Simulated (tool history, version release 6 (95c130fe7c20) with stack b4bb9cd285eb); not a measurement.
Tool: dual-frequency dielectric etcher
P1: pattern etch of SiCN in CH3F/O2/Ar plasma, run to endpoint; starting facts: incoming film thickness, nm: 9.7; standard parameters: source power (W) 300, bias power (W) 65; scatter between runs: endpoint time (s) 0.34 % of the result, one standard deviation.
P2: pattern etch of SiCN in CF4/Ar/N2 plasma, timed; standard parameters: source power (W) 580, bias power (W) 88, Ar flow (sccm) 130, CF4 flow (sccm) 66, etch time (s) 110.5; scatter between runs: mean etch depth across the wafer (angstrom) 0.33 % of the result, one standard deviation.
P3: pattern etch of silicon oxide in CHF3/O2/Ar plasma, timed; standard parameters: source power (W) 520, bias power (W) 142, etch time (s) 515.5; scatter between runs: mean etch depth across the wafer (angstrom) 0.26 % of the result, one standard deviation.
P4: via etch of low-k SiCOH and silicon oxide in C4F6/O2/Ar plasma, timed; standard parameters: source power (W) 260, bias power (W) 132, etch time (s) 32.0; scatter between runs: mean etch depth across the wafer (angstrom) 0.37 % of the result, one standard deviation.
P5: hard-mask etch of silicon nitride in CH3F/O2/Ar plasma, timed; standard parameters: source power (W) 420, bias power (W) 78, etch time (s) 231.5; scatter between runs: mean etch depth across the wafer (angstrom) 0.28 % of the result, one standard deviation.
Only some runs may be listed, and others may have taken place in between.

| run | hour | process that ran | source power (W) | bias power (W) | etch time (s) | Ar flow (sccm) | CF4 flow (sccm) | hours since the last wet clean | hours since the last source power generator calibration | hours since the last bias power generator calibration | endpoint time (s) | mean etch depth across the wafer (angstrom) |
|---|---|---|---|---|---|---|---|---|---|---|---|---|
| 1 | 18.7 | P1 | 300 | 65 |  |  |  | 256.4 | 2855.1 | 1813.3 | 30.666 |  |
| 2 | 37.5 | P3 | 520 | 93 | 515.5 |  |  | 275.2 | 2873.9 | 1832.1 |  | 7523.10 |
| 3 | 52.8 | P1 | 300 | 65 |  |  |  | 290.5 | 2889.2 | 1847.4 | 30.560 |  |
| 4 | 64.3 | P1 | 300 | 65 |  |  |  | 302.0 | 2900.7 | 1858.9 | 30.724 |  |
| 5 | 73.9 | P5 | 420 | 78 | 337.5 |  |  | 311.6 | 2910.3 | 1868.5 |  | 2556.70 |
| 6 | 88.9 | P2 | 580 | 88 | 158.0 | 130 | 66 | 326.6 | 2925.3 | 1883.5 |  | 1700.80 |
| 7 | 98.3 | P2 | 580 | 68 | 110.5 | 130 | 66 | 336.0 | 2934.7 | 1892.9 |  | 1073.30 |
| 8 | 107.8 | P4 | 190 | 132 | 32.0 |  |  | 345.5 | 2944.2 | 1902.4 |  | 509.67 |
| 9 | 116.3 | P3 | 520 | 142 | 515.5 |  |  | 354.0 | 2952.7 | 1910.9 |  | 8571.50 |
| 10 | 130.5 | P3 | 520 | 142 | 515.5 |  |  | 368.2 | 2966.9 | 1925.1 |  | 8592.70 |
| 11 | 143.0 | P1 | 300 | 52 |  |  |  | 380.7 | 2979.4 | 1937.6 | 33.040 |  |
| 12 | 152.1 | P4 | 260 | 132 | 41.5 |  |  | 389.8 | 2988.5 | 1946.7 |  | 741.09 |
| 13 | 165.6 | P2 | 580 | 88 | 110.5 | 130 | 46 | 403.3 | 3002.0 | 1960.2 |  | 1123.40 |
| 14 | 178.1 | P4 | 260 | 132 | 32.0 |  |  | 415.8 | 3014.5 | 1972.7 |  | 570.29 |
| 15 | 188.1 | P1 | 190 | 65 |  |  |  | 425.8 | 3024.5 | 1982.7 | 36.329 |  |
| 16 | 196.6 | P1 | 410 | 65 |  |  |  | 434.3 | 3033.0 | 1991.2 | 27.300 |  |
| 17 | 208.8 | P1 | 300 | 91 |  |  |  | 446.5 | 3045.2 | 2003.4 | 27.033 |  |
| 18 | 220.1 | P1 | 300 | 65 |  |  |  | 457.8 | 3056.5 | 2014.7 | 30.615 |  |
| 19 | 229.6 | P4 | 260 | 97 | 32.0 |  |  | 467.3 | 3066.0 | 2024.2 |  | 525.43 |
| 20 | 242.6 | P1 | 300 | 65 |  |  |  | 480.3 | 3079.0 | 2037.2 | 30.520 |  |
| 21 | 260.6 | P3 | 520 | 142 | 643.5 |  |  | 498.3 | 3097.0 | 2055.2 |  | 10680.00 |
| 22 | 279.1 | P1 | 300 | 65 |  |  |  | 516.8 | 3115.5 | 2073.7 | 30.693 |  |
| 23 | 289.4 | P4 | 260 | 132 | 32.0 |  |  | 527.1 | 3125.8 | 2084.0 |  | 576.55 |
| 24 | 301.4 | P2 | 720 | 88 | 110.5 | 130 | 66 | 539.1 | 3137.8 | 2096.0 |  | 1426.30 |
| 25 | 312.4 | P2 | 580 | 88 | 110.5 | 158 | 66 | 550.1 | 3148.8 | 2107.0 |  | 1155.40 |
| 26 | 326.6 | P3 | 730 | 142 | 515.5 |  |  | 564.3 | 3163.0 | 2121.2 |  | 9787.70 |
| 27 | 343.8 | P5 | 420 | 78 | 231.5 |  |  | 581.5 | 3180.2 | 2138.4 |  | 1748.10 |
| 28 | 352.2 | P1 | 300 | 65 |  |  |  | 589.9 | 3188.6 | 2146.8 | 30.457 |  |
| 29 | 364.7 | P5 | 550 | 78 | 231.5 |  |  | 602.4 | 3201.1 | 2159.3 |  | 1942.00 |
| 30 | 376.7 | P2 | 580 | 88 | 110.5 | 130 | 66 | 614.4 | 3213.1 | 2171.3 |  | 1183.30 |
| 31 | 387.9 | P1 | 420 | 90 |  |  |  | 625.6 | 3224.3 | 2182.5 | 23.982 |  |
| 32 | 403.9 | P5 | 420 | 95 | 231.5 |  |  | 641.6 | 3240.3 | 2198.5 |  | 1877.60 |
| 33 | 412.5 | P1 | 300 | 65 |  |  |  | 650.2 | 3248.9 | 2207.1 | 30.836 |  |
| 34 | 429.9 | P1 | 300 | 65 |  |  |  | 667.6 | 3266.3 | 2224.5 | 30.374 |  |
| 35 | 440.9 | P1 | 300 | 65 |  |  |  | 678.6 | 3277.3 | 2235.5 | 30.429 |  |
| 36 | 449.7 | P1 | 300 | 65 |  |  |  | 687.4 | 3286.1 | 2244.3 | 30.370 |  |
| 37 | 463.7 | P1 | 300 | 65 |  |  |  | 701.4 | 3300.1 | 2258.3 | 30.296 |  |
| 38 | 474.7 | P1 | 300 | 65 |  |  |  | 712.4 | 3311.1 | 2269.3 | 30.200 |  |
|  | 476.9 | wet clean of the chamber |
| 39 | 489.0 | P1 | 300 | 65 |  |  |  | 12.2 | 3325.4 | 2283.6 | 30.137 |  |

Estimate the outcome of run 40 from the log above:
| 40 | 507.9 | P1 | 300 | 65 |  |  |  | 31.1 | 3344.3 | 2302.5 | ? |  |

endpoint time (s): 30.076
